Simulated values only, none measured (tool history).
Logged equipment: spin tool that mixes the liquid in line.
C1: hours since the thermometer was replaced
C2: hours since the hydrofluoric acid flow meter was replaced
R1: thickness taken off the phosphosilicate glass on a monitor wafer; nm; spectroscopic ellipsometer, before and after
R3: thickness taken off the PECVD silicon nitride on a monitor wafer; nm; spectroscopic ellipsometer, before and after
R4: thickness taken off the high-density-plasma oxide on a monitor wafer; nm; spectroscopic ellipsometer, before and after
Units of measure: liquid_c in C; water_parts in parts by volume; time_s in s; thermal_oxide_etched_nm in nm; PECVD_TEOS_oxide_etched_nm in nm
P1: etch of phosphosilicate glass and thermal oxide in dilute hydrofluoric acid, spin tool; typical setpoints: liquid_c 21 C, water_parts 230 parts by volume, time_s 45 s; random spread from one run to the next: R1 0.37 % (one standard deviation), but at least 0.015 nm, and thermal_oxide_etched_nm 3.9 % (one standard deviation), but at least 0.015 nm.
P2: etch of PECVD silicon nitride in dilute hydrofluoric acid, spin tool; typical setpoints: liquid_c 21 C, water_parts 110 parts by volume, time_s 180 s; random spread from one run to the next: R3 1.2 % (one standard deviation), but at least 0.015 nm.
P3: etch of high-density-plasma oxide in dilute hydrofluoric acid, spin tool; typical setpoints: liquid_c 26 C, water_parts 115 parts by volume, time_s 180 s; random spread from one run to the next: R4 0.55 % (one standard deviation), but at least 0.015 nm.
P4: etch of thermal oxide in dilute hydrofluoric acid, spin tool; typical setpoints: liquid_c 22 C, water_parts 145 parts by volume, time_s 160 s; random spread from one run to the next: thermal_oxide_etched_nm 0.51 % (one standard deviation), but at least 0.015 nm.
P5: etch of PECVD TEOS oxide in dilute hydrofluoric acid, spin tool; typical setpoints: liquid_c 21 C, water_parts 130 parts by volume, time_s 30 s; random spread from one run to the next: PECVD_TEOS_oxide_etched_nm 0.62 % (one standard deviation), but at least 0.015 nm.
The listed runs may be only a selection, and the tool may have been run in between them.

run 1 hour=5.9 | process=P1 liquid_c=21 water_parts=230 time_s=45 | C1=793.7 C2=195.2 | R1=18.608 thermal_oxide_etched_nm=0.66993
run 2 hour=13.2 | process=P2 liquid_c=21 water_parts=110 time_s=265 | C1=801 C2=202.5 | R3=3.3141
run 3 hour=17.9 | process=P1 liquid_c=21 water_parts=60 time_s=45 | C1=805.7 C2=207.2 | R1=86.055 thermal_oxide_etched_nm=3.3404
run 4 hour=23 | process=P3 liquid_c=26 water_parts=115 time_s=350 | C1=810.8 C2=212.3 | R4=17.009
run 5 hour=27.7 | process=P5 liquid_c=21 water_parts=130 time_s=30 | C1=815.5 C2=217 | PECVD_TEOS_oxide_etched_nm=4.9604
run 6 hour=31.3 | process=P1 liquid_c=17.5 water_parts=230 time_s=45 | C1=819.1 C2=220.6 | R1=16.223 thermal_oxide_etched_nm=0.62837
run 7 hour=36.2 | process=P1 liquid_c=21 water_parts=320 time_s=45 | C1=824 C2=225.5 | R1=12.244 thermal_oxide_etched_nm=0.47914
run 8 hour=41.4 | process=P2 liquid_c=21 water_parts=60 time_s=180 | C1=829.2 C2=230.7 | R3=4.0044
run 9 hour=48.1 | process=P1 liquid_c=21 water_parts=230 time_s=45 | C1=835.9 C2=237.4 | R1=18.592 thermal_oxide_etched_nm=0.74904
run 10 hour=51.6 | process=P3 liquid_c=26 water_parts=185 time_s=180 | C1=839.4 C2=240.9 | R4=5.0514
run 11 hour=57.8 | process=P1 liquid_c=21 water_parts=230 time_s=45 | C1=845.6 C2=247.1 | R1=18.517 thermal_oxide_etched_nm=0.66719
run 12 hour=64.3 | process=P4 liquid_c=26 water_parts=145 time_s=160 | C1=852.1 C2=253.6 | thermal_oxide_etched_nm=5.2204
run 13 hour=70.3 | process=P1 liquid_c=17 water_parts=365 time_s=45 | C1=858.1 C2=259.6 | R1=8.9616 thermal_oxide_etched_nm=0.33503
run 14 hour=77.1 | process=P4 liquid_c=22 water_parts=200 time_s=160 | C1=864.9 C2=266.4 | thermal_oxide_etched_nm=3.0521
run 15 hour=84.2 | process=P5 liquid_c=21 water_parts=200 time_s=30 | C1=872 C2=273.5 | PECVD_TEOS_oxide_etched_nm=2.9711
run 16 hour=88.6 | process=P4 liquid_c=22 water_parts=145 time_s=160 | C1=876.4 C2=277.9 | thermal_oxide_etched_nm=4.4446
run 17 hour=94.6 | process=P5 liquid_c=21 water_parts=130 time_s=30 | C1=882.4 C2=283.9 | PECVD_TEOS_oxide_etched_nm=4.9767
run 18 hour=101.7 | process=P5 liquid_c=25.5 water_parts=130 time_s=30 | C1=889.5 C2=291 | PECVD_TEOS_oxide_etched_nm=5.9667
run 19 hour=107.8 | process=P2 liquid_c=21 water_parts=110 time_s=180 | C1=895.6 C2=297.1 | R3=2.2023
run 20 hour=111.3 | process=P1 liquid_c=21 water_parts=230 time_s=45 | C1=899.1 C2=300.6 | R1=18.61 thermal_oxide_etched_nm=0.64447
run 21 hour=117.6 | process=P4 liquid_c=22 water_parts=145 time_s=160 | C1=905.4 C2=306.9 | thermal_oxide_etched_nm=4.4201
run 22 hour=123.5 | process=P1 liquid_c=26.5 water_parts=355 time_s=45 | C1=911.3 C2=312.8 | R1=12.969 thermal_oxide_etched_nm=0.48553
run 23 hour=131.3 | process=P3 liquid_c=26 water_parts=115 time_s=180 | C1=919.1 C2=320.6 | R4=8.687
run 24 hour=136.6 | process=P1 liquid_c=28.5 water_parts=230 time_s=45 | C1=924.4 C2=325.9 | R1=24.362 thermal_oxide_etched_nm=0.93541
run 25 hour=143.5 | process=P5 liquid_c=21 water_parts=130 time_s=50 | C1=931.3 C2=332.8 | PECVD_TEOS_oxide_etched_nm=8.168
run 26 hour=150.3 | process=P3 liquid_c=30 water_parts=115 time_s=180 | C1=938.1 C2=339.6 | R4=10.232
run 27 hour=156.1 | process=P2 liquid_c=26 water_parts=110 time_s=180 | C1=943.9 C2=345.4 | R3=3.104
run 28 hour=160.3 | process=P1 liquid_c=21 water_parts=230 time_s=15 | C1=948.1 C2=349.6 | R1=6.2435 thermal_oxide_etched_nm=0.23855
run 29 hour=167.2 | process=P1 liquid_c=21 water_parts=230 time_s=75 | C1=955 C2=356.5 | R1=30.729 thermal_oxide_etched_nm=1.1101
run 30 hour=173.4 | process=P4 liquid_c=22 water_parts=145 time_s=315 | C1=961.2 C2=362.7 | thermal_oxide_etched_nm=8.7105
run 31 hour=178.7 | process=P3 liquid_c=26 water_parts=115 time_s=180 | C1=966.5 C2=368 | R4=8.7904
run 32 hour=186 | process=P1 liquid_c=21 water_parts=230 time_s=45 | C1=973.8 C2=375.3 | R1=18.584 thermal_oxide_etched_nm=0.68163
run 33 hour=192.8 | process=P1 liquid_c=21 water_parts=230 time_s=45 | C1=980.6 C2=382.1 | R1=18.785 thermal_oxide_etched_nm=0.69801
run 34 hour=197.5 | process=P1 liquid_c=21 water_parts=230 time_s=45 | C1=985.3 C2=386.8 | R1=19.11 thermal_oxide_etched_nm=0.7306
run 35 hour=201.4 | process=P1 liquid_c=21 water_parts=230 time_s=45 | C1=989.2 C2=390.7 | R1=19.371 thermal_oxide_etched_nm=0.70925
run 36 hour=208.4 | process=P1 liquid_c=21 water_parts=230 time_s=45 | C1=996.2 C2=397.7 | R1=19.27 thermal_oxide_etched_nm=0.74134
run 37 hour=212.3 | process=P1 liquid_c=21 water_parts=230 time_s=45 | C1=1000.1 C2=401.6 | R1=19.47 thermal_oxide_etched_nm=0.73308
run 38 hour=218.4 | process=P1 liquid_c=21 water_parts=230 time_s=45 | C1=1006.2 C2=407.7 | R1=19.536 thermal_oxide_etched_nm=0.77458
run 39 hour=226 | process=P1 liquid_c=21 water_parts=230 time_s=45 | C1=1013.8 C2=415.3 | R1=19.615 thermal_oxide_etched_nm=0.77334
run 40 hour=229.6 | process=P1 liquid_c=21 water_parts=230 time_s=45 | C1=1017.4 C2=418.9 | R1=19.578 thermal_oxide_etched_nm=0.74867
run 41 hour=235 | process=P1 liquid_c=21 water_parts=230 time_s=45 | C1=1022.8 C2=424.3 | R1=19.595 thermal_oxide_etched_nm=0.67897
run 42 hour=242.8 | process=P1 liquid_c=21 water_parts=230 time_s=45 | C1=1030.6 C2=432.1 | R1=19.445 thermal_oxide_etched_nm=0.77899

The log shows P1 creeping away from where it was. Any of the 2 causes listed here, at the size stated for it, fits the log just as well as the others:
A: hydrofluoric acid flow above the setpoint (%) = 4.32
B: liquid hotter than its thermometer reads (K) = 1.39
The onset of the drift is placed at about hour 186.

The 4 check runs listed below each average the results of 5 wafers, and their outcomes are marked with question marks. Under which run would the listed causes produce clearly different results?
run check 1 hour=250.6 | process=P2 liquid_c=21 water_parts=110 time_s=180 | R3=?
run check 2 hour=250.6 | process=P3 liquid_c=26 water_parts=115 time_s=180 | R4=?
run check 3 hour=250.6 | process=P5 liquid_c=21 water_parts=130 time_s=30 | PECVD_TEOS_oxide_etched_nm=?
run check 4 hour=250.6 | process=P4 liquid_c=22 water_parts=145 time_s=160 | thermal_oxide_etched_nm=?

Predicted outcomes, by check and by cause:
check=check_1 result=R3 if_A=2.337 if_B=2.4605
check=check_2 result=R4 if_A=9.1941 if_B=9.2385
check=check_3 result=PECVD_TEOS_oxide_etched_nm if_A=5.1929 if_B=5.229
check=check_4 result=thermal_oxide_etched_nm if_A=4.6661 if_B=4.6902
Smallest distance between any two causes, each pair judged by its most separating result, in per cent: check 1 5.15 %; check 2 0.48 %; check 3 0.69 %; check 4 0.51 %
The causes can be told apart only by check 1. The other checks would give nearly the same results under each of them.

After running check 1, the following was obtained: R3 2.437 nm. Which cause does this point to?

It is B: liquid hotter than its thermometer reads (K).
